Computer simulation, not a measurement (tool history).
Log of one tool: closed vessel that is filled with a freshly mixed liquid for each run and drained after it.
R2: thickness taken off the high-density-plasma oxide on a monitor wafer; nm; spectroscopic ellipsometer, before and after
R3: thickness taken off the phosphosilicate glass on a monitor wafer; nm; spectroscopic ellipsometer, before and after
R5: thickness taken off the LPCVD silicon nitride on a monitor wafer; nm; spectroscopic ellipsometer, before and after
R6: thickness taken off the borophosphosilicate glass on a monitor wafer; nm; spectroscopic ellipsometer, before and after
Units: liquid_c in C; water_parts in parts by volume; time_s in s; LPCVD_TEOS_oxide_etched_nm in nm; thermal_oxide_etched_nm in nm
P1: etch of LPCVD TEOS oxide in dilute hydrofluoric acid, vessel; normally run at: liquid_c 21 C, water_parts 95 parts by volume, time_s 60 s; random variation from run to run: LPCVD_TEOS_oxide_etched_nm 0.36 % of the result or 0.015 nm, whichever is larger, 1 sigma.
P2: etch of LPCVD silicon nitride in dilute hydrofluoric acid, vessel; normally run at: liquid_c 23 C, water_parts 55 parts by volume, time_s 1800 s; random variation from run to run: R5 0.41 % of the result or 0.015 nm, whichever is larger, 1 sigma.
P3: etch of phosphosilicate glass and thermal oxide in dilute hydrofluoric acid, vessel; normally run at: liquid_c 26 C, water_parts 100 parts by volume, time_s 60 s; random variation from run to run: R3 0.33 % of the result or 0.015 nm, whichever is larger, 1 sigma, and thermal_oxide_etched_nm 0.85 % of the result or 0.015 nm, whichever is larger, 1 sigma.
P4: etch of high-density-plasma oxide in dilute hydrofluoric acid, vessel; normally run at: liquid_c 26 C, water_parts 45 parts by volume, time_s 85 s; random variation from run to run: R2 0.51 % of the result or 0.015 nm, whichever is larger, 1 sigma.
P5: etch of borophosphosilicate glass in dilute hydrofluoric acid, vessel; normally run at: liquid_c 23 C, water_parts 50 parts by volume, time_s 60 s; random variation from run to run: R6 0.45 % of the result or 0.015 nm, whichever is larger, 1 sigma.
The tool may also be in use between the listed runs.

run 1 hour=7.5 | process=P1 liquid_c=21 water_parts=95 time_s=60 | LPCVD_TEOS_oxide_etched_nm=19.982
run 2 hour=12.8 | process=P4 liquid_c=26 water_parts=45 time_s=155 | R2=20.786
run 3 hour=19.8 | process=P1 liquid_c=29.5 water_parts=95 time_s=60 | LPCVD_TEOS_oxide_etched_nm=27.91
run 4 hour=24.3 | process=P1 liquid_c=21 water_parts=95 time_s=30 | LPCVD_TEOS_oxide_etched_nm=9.9696
run 5 hour=32 | process=P3 liquid_c=26 water_parts=100 time_s=35 | R3=36.882 thermal_oxide_etched_nm=1.8365
run 6 hour=40.4 | process=P4 liquid_c=26 water_parts=45 time_s=85 | R2=11.484
run 7 hour=46.3 | process=P3 liquid_c=26 water_parts=100 time_s=60 | R3=63.621 thermal_oxide_etched_nm=3.2115
run 8 hour=55.4 | process=P3 liquid_c=21.5 water_parts=100 time_s=60 | R3=53.392 thermal_oxide_etched_nm=2.686
run 9 hour=61.3 | process=P2 liquid_c=23 water_parts=55 time_s=1800 | R5=13.993
run 10 hour=66.2 | process=P1 liquid_c=21 water_parts=95 time_s=100 | LPCVD_TEOS_oxide_etched_nm=33.195
run 11 hour=75.7 | process=P1 liquid_c=21 water_parts=45 time_s=60 | LPCVD_TEOS_oxide_etched_nm=44.832
run 12 hour=81.9 | process=P1 liquid_c=17 water_parts=95 time_s=60 | LPCVD_TEOS_oxide_etched_nm=16.848
run 13 hour=90.2 | process=P5 liquid_c=23 water_parts=85 time_s=60 | R6=20.828
run 14 hour=95.5 | process=P1 liquid_c=21 water_parts=95 time_s=60 | LPCVD_TEOS_oxide_etched_nm=19.95
run 15 hour=103.4 | process=P5 liquid_c=30.5 water_parts=50 time_s=60 | R6=49.875
run 16 hour=109 | process=P1 liquid_c=21 water_parts=95 time_s=60 | LPCVD_TEOS_oxide_etched_nm=19.876
run 17 hour=113.7 | process=P2 liquid_c=31 water_parts=55 time_s=1800 | R5=23.636
run 18 hour=121.7 | process=P4 liquid_c=18.5 water_parts=45 time_s=85 | R2=8.3145
run 19 hour=130.4 | process=P1 liquid_c=21 water_parts=20 time_s=85 | LPCVD_TEOS_oxide_etched_nm=146.3
run 20 hour=138.3 | process=P2 liquid_c=23 water_parts=85 time_s=1800 | R5=9.1358
run 21 hour=145.9 | process=P1 liquid_c=21 water_parts=95 time_s=60 | LPCVD_TEOS_oxide_etched_nm=19.84
run 22 hour=155 | process=P5 liquid_c=23 water_parts=50 time_s=60 | R6=36.902
run 23 hour=162.4 | process=P3 liquid_c=26 water_parts=155 time_s=60 | R3=38.317 thermal_oxide_etched_nm=1.8978
run 24 hour=168.9 | process=P4 liquid_c=26 water_parts=75 time_s=85 | R2=6.5929
-- hour=172.9 thermometer replaced
run 25 hour=173.1 | process=P3 liquid_c=26 water_parts=100 time_s=60 | R3=63.608 thermal_oxide_etched_nm=3.1821
run 26 hour=179.3 | process=P5 liquid_c=23 water_parts=50 time_s=105 | R6=64.699
run 27 hour=185.8 | process=P2 liquid_c=23 water_parts=55 time_s=610 | R5=4.7395
run 28 hour=191.9 | process=P1 liquid_c=21 water_parts=135 time_s=60 | LPCVD_TEOS_oxide_etched_nm=13.367

Forecast run 29:
run 29 hour=196 | process=P1 liquid_c=21 water_parts=95 time_s=60 | LPCVD_TEOS_oxide_etched_nm=?

{"run 29": {"LPCVD_TEOS_oxide_etched_nm": 19.924}}

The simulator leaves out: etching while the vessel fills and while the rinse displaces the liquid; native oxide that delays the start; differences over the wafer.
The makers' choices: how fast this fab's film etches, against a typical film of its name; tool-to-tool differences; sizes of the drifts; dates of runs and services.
